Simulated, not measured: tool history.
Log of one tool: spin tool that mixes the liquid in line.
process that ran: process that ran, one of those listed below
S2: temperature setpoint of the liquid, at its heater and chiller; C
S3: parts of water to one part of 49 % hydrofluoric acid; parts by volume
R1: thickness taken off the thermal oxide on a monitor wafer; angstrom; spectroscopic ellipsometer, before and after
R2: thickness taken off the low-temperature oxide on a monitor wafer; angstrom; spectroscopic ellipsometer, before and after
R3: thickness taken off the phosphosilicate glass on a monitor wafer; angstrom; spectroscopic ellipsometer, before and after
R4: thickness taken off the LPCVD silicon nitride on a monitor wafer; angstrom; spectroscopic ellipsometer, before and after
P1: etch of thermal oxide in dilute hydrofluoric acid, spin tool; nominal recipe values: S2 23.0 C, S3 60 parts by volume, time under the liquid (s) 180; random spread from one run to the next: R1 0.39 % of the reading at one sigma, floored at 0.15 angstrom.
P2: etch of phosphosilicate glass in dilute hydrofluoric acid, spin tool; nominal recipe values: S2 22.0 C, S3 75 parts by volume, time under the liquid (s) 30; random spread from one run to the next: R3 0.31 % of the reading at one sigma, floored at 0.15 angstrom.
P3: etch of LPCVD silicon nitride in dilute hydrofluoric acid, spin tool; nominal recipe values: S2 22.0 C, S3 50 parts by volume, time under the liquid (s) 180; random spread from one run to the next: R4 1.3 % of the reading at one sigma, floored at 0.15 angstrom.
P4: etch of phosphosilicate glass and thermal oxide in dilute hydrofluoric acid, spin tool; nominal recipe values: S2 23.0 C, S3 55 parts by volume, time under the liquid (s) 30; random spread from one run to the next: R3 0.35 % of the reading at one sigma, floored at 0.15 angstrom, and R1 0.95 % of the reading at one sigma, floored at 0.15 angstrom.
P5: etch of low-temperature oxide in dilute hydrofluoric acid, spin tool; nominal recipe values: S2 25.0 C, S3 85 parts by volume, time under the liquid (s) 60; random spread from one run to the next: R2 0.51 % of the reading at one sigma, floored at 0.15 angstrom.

Run 1, hour 7.2: process that ran P1, S2 23.0 C, S3 60 parts by volume, time under the liquid (s) 180. Result: R1 146.060 angstrom.
Run 2, hour 15.2: process that ran P5, S2 25.0 C, S3 85 parts by volume, time under the liquid (s) 60. Result: R2 260.26 angstrom.
Run 3, hour 21.3: process that ran P1, S2 26.5 C, S3 60 parts by volume, time under the liquid (s) 180. Result: R1 166.530 angstrom.
Run 4, hour 26.2: process that ran P2, S2 17.0 C, S3 75 parts by volume, time under the liquid (s) 30. Result: R3 185.17 angstrom.
Run 5, hour 33.3: process that ran P1, S2 28.5 C, S3 60 parts by volume, time under the liquid (s) 65. Result: R1 65.141 angstrom.
Run 6, hour 42.2: process that ran P5, S2 25.0 C, S3 85 parts by volume, time under the liquid (s) 25. Result: R2 106.93 angstrom.
Run 7, hour 46.6: process that ran P1, S2 23.0 C, S3 60 parts by volume, time under the liquid (s) 180. Result: R1 146.240 angstrom.
Run 8, hour 55.0: process that ran P1, S2 23.0 C, S3 60 parts by volume, time under the liquid (s) 350. Result: R1 281.300 angstrom.
Run 9, hour 59.4: process that ran P3, S2 22.0 C, S3 50 parts by volume, time under the liquid (s) 180. Result: R4 17.923 angstrom.
Run 10, hour 68.0: process that ran P2, S2 22.0 C, S3 20 parts by volume, time under the liquid (s) 30. Result: R3 919.58 angstrom.
Run 11, hour 73.8: process that ran P1, S2 23.0 C, S3 60 parts by volume, time under the liquid (s) 15. Result: R1 12.187 angstrom.
Run 12, hour 79.0: process that ran P4, S2 23.0 C, S3 55 parts by volume, time under the liquid (s) 30. Result: R1 25.980 angstrom, R3 1102.00 angstrom.
Run 13, hour 88.0: process that ran P5, S2 31.5 C, S3 85 parts by volume, time under the liquid (s) 60. Result: R2 333.68 angstrom.
At hour 94.9: thermometer replaced.
Run 14, hour 97.7: process that ran P3, S2 22.0 C, S3 75 parts by volume, time under the liquid (s) 180. Result: R4 12.330 angstrom.
Run 15, hour 104.5: process that ran P1, S2 29.5 C, S3 60 parts by volume, time under the liquid (s) 75. Result: R1 78.650 angstrom.
Run 16, hour 109.5: process that ran P1, S2 23.0 C, S3 60 parts by volume, time under the liquid (s) 180. Result: R1 145.900 angstrom.
Run 17, hour 114.4: process that ran P1, S2 23.0 C, S3 20 parts by volume, time under the liquid (s) 180. Result: R1 460.360 angstrom.
Run 18, hour 122.7: process that ran P5, S2 25.0 C, S3 35 parts by volume, time under the liquid (s) 60. Result: R2 675.56 angstrom.
Run 19, hour 127.7: process that ran P5, S2 25.0 C, S3 85 parts by volume, time under the liquid (s) 60. Result: R2 259.28 angstrom.
Run 20, hour 133.8: process that ran P1, S2 17.0 C, S3 60 parts by volume, time under the liquid (s) 180. Result: R1 112.570 angstrom.
Run 21, hour 140.5: process that ran P4, S2 23.0 C, S3 55 parts by volume, time under the liquid (s) 55. Result: R1 48.436 angstrom, R3 2036.20 angstrom.
Run 22, hour 145.6: process that ran P2, S2 22.0 C, S3 75 parts by volume, time under the liquid (s) 15. Result: R3 113.37 angstrom.
Run 23, hour 151.1: process that ran P2, S2 22.0 C, S3 75 parts by volume, time under the liquid (s) 30. Result: R3 229.29 angstrom.
Run 24, hour 159.4: process that ran P4, S2 23.0 C, S3 55 parts by volume, time under the liquid (s) 30. Result: R1 26.066 angstrom, R3 1104.50 angstrom.
Run 25, hour 166.6: process that ran P4, S2 27.0 C, S3 55 parts by volume, time under the liquid (s) 30. Result: R1 30.596 angstrom, R3 1297.30 angstrom.
Run 26, hour 174.2: process that ran P1, S2 23.0 C, S3 60 parts by volume, time under the liquid (s) 180. Result: R1 146.210 angstrom.
Run 27, hour 183.8: process that ran P1, S2 23.0 C, S3 100 parts by volume, time under the liquid (s) 180. Result: R1 82.737 angstrom.
Run 28, hour 188.6: process that ran P3, S2 22.0 C, S3 50 parts by volume, time under the liquid (s) 345. Result: R4 33.802 angstrom.
Run 29, hour 194.8: process that ran P1, S2 23.0 C, S3 60 parts by volume, time under the liquid (s) 180. Result: R1 145.160 angstrom.
Run 30, hour 200.6: process that ran P4, S2 23.0 C, S3 20 parts by volume, time under the liquid (s) 30. Result: R1 75.395 angstrom, R3 3176.40 angstrom.
Run 31, hour 206.6: process that ran P3, S2 17.0 C, S3 50 parts by volume, time under the liquid (s) 180. Result: R4 12.666 angstrom.
Run 32, hour 214.1: process that ran P1, S2 23.0 C, S3 60 parts by volume, time under the liquid (s) 180. Result: R1 145.120 angstrom.
Run 33, hour 222.9: process that ran P1, S2 23.0 C, S3 60 parts by volume, time under the liquid (s) 180. Result: R1 148.820 angstrom.
Run 34, hour 233.0: process that ran P1, S2 23.0 C, S3 60 parts by volume, time under the liquid (s) 180. Result: R1 151.910 angstrom.
Run 35, hour 242.6: process that ran P1, S2 23.0 C, S3 60 parts by volume, time under the liquid (s) 180. Result: R1 153.450 angstrom.
Run 36, hour 252.2: process that ran P1, S2 23.0 C, S3 60 parts by volume, time under the liquid (s) 180. Result: R1 154.530 angstrom.
Run 37, hour 259.1: process that ran P1, S2 23.0 C, S3 60 parts by volume, time under the liquid (s) 180. Result: R1 154.870 angstrom.
Run 38, hour 264.2: process that ran P1, S2 23.0 C, S3 60 parts by volume, time under the liquid (s) 180. Result: R1 153.840 angstrom.
Run 39, hour 273.9: process that ran P1, S2 23.0 C, S3 60 parts by volume, time under the liquid (s) 180. Result: R1 155.030 angstrom.
Run 40, hour 283.9: process that ran P1, S2 23.0 C, S3 60 parts by volume, time under the liquid (s) 180. Result: R1 154.940 angstrom.
Run 41, hour 292.3: process that ran P1, S2 23.0 C, S3 60 parts by volume, time under the liquid (s) 180. Result: R1 154.930 angstrom.

P1 has crept away from where it was. The log is fitted equally well by each of these 2 causes, at the sizes shown:
A: hydrofluoric acid flow above the setpoint (%) = 6.53
B: liquid hotter than its thermometer reads (K) = 1.67
Onset of the creep was near hour 214.1.

The 4 check runs listed below each average the results of 5 wafers, and their outcomes are marked with question marks. Under which run would the listed causes produce clearly different results?
Run check 1, hour 300.7: process that ran P3, S2 22.0 C, S3 50 parts by volume, time under the liquid (s) 180. Result: R4 ?.
Run check 2, hour 300.7: process that ran P2, S2 22.0 C, S3 75 parts by volume, time under the liquid (s) 30. Result: R3 ?.
Run check 3, hour 300.7: process that ran P5, S2 25.0 C, S3 85 parts by volume, time under the liquid (s) 60. Result: R2 ?.
Run check 4, hour 300.7: process that ran P4, S2 23.0 C, S3 55 parts by volume, time under the liquid (s) 30. Result: R1 ?, R3 ?.

Outcome of each check run for each possible cause:
  check  result     if A     if B
check 1      R4   19.168   20.192
check 2      R3   244.84   244.63
check 3      R2   277.64   276.48
check 4      R1   28.052   28.079
check 4      R3  1184.00  1185.10
Per check, the gap between the least separated pair of causes, taken in the result that splits them most: check 1 5.2 %; check 2 0.08 %; check 3 0.42 %; check 4 0.1 %
The causes can be told apart only by check 1. The other checks would give nearly the same results under each of them.

Here is what check 1 returned: R4 19.204 angstrom. Which cause is it?

Of the candidate causes, it is A: hydrofluoric acid flow above the setpoint (%).

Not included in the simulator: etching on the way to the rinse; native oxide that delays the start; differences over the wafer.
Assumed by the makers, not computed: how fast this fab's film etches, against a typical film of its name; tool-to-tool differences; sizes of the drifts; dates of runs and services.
